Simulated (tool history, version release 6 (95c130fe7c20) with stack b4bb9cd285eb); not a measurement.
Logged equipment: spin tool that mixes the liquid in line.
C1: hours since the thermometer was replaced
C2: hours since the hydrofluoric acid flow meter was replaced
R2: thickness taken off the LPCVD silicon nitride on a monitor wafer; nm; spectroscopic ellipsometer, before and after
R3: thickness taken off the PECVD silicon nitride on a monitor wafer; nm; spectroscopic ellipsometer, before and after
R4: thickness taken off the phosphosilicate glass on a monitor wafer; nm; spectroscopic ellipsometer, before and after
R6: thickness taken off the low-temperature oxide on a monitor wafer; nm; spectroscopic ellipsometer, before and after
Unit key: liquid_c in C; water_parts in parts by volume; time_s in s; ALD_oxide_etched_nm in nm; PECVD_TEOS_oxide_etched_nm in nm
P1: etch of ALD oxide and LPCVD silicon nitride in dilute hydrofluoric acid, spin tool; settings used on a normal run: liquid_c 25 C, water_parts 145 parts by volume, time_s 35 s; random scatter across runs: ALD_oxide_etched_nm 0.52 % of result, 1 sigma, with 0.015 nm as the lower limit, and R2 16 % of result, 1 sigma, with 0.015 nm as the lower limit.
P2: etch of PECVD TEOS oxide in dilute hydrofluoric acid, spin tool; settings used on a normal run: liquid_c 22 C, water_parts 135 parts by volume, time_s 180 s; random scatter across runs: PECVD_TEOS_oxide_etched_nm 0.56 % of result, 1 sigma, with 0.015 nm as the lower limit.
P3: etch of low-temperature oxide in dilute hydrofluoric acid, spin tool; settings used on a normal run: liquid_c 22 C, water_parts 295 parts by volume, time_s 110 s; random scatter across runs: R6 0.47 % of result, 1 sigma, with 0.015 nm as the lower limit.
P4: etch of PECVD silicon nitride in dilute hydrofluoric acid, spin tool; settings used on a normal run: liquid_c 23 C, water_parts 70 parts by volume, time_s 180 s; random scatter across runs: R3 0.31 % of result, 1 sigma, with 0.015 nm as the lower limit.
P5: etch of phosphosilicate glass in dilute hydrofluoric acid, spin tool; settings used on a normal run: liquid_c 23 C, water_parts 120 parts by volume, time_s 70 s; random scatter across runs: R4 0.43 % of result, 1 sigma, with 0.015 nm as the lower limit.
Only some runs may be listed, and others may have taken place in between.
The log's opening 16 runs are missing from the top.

Run 17, hour 111.3: process P2, liquid_c 22 C, water_parts 135 parts by volume, time_s 180 s; C1 375.2; C2 1224. Result: PECVD_TEOS_oxide_etched_nm 16.565 nm.
Run 18, hour 118.3: process P1, liquid_c 25 C, water_parts 35 parts by volume, time_s 35 s; C1 382.2; C2 1231. Result: ALD_oxide_etched_nm 34.127 nm, R2 0.49538 nm.
Run 19, hour 125.9: process P1, liquid_c 25 C, water_parts 145 parts by volume, time_s 35 s; C1 389.8; C2 1238.6. Result: ALD_oxide_etched_nm 7.1603 nm, R2 0.15653 nm.
Run 20, hour 132.7: process P1, liquid_c 19 C, water_parts 145 parts by volume, time_s 35 s; C1 396.6; C2 1245.4. Result: ALD_oxide_etched_nm 5.6875 nm, R2 0.083108 nm.
Run 21, hour 138.6: process P5, liquid_c 18 C, water_parts 120 parts by volume, time_s 70 s; C1 402.5; C2 1251.3. Result: R4 27.746 nm.
Run 22, hour 146.9: process P3, liquid_c 17 C, water_parts 295 parts by volume, time_s 110 s; C1 410.8; C2 1259.6. Result: R6 4.1257 nm.
Run 23, hour 153.7: process P1, liquid_c 25 C, water_parts 145 parts by volume, time_s 35 s; C1 417.6; C2 1266.4. Result: ALD_oxide_etched_nm 7.1955 nm, R2 0.18505 nm.
Run 24, hour 162: process P1, liquid_c 25 C, water_parts 145 parts by volume, time_s 65 s; C1 425.9; C2 1274.7. Result: ALD_oxide_etched_nm 13.391 nm, R2 0.255 nm.
Run 25, hour 167.3: process P3, liquid_c 22 C, water_parts 70 parts by volume, time_s 110 s; C1 431.2; C2 1280. Result: R6 26.291 nm.

Run 26 is up next; what results do you expect?
Run 26, hour 172.8: process P2, liquid_c 22 C, water_parts 135 parts by volume, time_s 360 s; C1 436.7; C2 1285.5. Result: PECVD_TEOS_oxide_etched_nm ?.

PECVD_TEOS_oxide_etched_nm: 33.258 nm

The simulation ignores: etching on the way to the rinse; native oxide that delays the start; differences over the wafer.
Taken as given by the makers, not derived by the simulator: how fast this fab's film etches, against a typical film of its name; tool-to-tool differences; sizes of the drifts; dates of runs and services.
